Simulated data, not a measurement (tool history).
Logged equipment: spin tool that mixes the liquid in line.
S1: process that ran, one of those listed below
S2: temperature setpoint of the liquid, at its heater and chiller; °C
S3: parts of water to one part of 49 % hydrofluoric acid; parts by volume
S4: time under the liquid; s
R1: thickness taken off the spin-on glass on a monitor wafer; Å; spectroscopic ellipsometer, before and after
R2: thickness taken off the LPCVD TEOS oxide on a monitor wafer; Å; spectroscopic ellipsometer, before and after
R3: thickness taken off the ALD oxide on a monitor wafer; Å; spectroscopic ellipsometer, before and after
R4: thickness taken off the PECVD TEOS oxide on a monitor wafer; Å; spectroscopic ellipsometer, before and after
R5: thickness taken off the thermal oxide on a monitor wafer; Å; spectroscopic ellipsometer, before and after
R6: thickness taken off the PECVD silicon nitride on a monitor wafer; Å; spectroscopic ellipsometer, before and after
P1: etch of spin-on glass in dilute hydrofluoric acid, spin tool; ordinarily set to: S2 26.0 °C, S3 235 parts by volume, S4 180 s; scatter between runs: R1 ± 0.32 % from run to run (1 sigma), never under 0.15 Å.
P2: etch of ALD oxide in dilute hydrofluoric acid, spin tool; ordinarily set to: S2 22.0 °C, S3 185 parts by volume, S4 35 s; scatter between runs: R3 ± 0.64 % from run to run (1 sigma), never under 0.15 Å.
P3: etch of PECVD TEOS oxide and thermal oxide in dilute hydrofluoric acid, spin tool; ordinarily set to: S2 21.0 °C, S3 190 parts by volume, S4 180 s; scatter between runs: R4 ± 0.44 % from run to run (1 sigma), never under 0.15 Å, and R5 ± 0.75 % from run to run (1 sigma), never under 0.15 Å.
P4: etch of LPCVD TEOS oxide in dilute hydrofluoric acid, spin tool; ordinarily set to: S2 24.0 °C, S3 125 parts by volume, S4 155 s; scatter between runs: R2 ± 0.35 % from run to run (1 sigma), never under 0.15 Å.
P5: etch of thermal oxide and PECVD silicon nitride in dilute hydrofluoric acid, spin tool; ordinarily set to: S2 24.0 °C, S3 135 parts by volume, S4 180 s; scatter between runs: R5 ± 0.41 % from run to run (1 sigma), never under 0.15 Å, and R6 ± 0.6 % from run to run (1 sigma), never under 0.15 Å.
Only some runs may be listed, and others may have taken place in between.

{"run": 1, "day": 0.433, "S1": "P1", "S2": 26.0, "S3": 235, "S4": 180, "R1": 239.78}
{"run": 2, "day": 0.921, "S1": "P1", "S2": 26.0, "S3": 235, "S4": 180, "R1": 239.03}
{"run": 3, "day": 1.442, "S1": "P1", "S2": 26.0, "S3": 115, "S4": 105, "R1": 328.94}
{"run": 4, "day": 1.942, "S1": "P1", "S2": 31.5, "S3": 355, "S4": 180, "R1": 167.41}
{"run": 5, "day": 2.462, "S1": "P4", "S2": 24.0, "S3": 125, "S4": 235, "R2": 507.6}
{"run": 6, "day": 2.892, "S1": "P2", "S2": 22.0, "S3": 105, "S4": 35, "R3": 86.948}
{"run": 7, "day": 3.392, "S1": "P3", "S2": 21.0, "S3": 190, "S4": 180, "R4": 213.8, "R5": 37.029}
{"run": 8, "day": 3.792, "S1": "P3", "S2": 21.0, "S3": 330, "S4": 180, "R4": 107.94, "R5": 18.642}
{"run": 9, "day": 4.167, "S1": "P5", "S2": 24.0, "S3": 135, "S4": 180, "R5": 59.128, "R6": 38.292}
{"run": 10, "day": 4.517, "S1": "P4", "S2": 32.0, "S3": 125, "S4": 155, "R2": 455.37}
{"run": 11, "day": 4.946, "S1": "P1", "S2": 19.5, "S3": 235, "S4": 180, "R1": 187.09}
{"run": 12, "day": 5.454, "S1": "P2", "S2": 22.0, "S3": 185, "S4": 35, "R3": 44.841}
{"run": 13, "day": 5.875, "S1": "P4", "S2": 24.0, "S3": 125, "S4": 155, "R2": 336.96}
{"run": 14, "day": 6.329, "S1": "P1", "S2": 26.0, "S3": 235, "S4": 50, "R1": 66.367}
{"run": 15, "day": 6.658, "S1": "P5", "S2": 24.0, "S3": 135, "S4": 25, "R5": 8.4488, "R6": 5.6436}
{"run": 16, "day": 7.079, "S1": "P1", "S2": 26.0, "S3": 235, "S4": 180, "R1": 240.08}
{"run": 17, "day": 7.358, "S1": "P3", "S2": 21.0, "S3": 190, "S4": 355, "R4": 423.19, "R5": 73.912}
{"run": 18, "day": 7.667, "S1": "P5", "S2": 24.0, "S3": 55, "S4": 180, "R5": 161.6, "R6": 91.762}
{"run": 19, "day": 8.004, "S1": "P1", "S2": 26.0, "S3": 410, "S4": 180, "R1": 115.38}

Forecast run 20:
{"run": 20, "day": 8.242, "S1": "P5", "S2": 32.0, "S3": 135, "S4": 180, "R5": "?", "R6": "?"}

Run 20 measured R5 80.1180 Å, R6 63.5260 Å.

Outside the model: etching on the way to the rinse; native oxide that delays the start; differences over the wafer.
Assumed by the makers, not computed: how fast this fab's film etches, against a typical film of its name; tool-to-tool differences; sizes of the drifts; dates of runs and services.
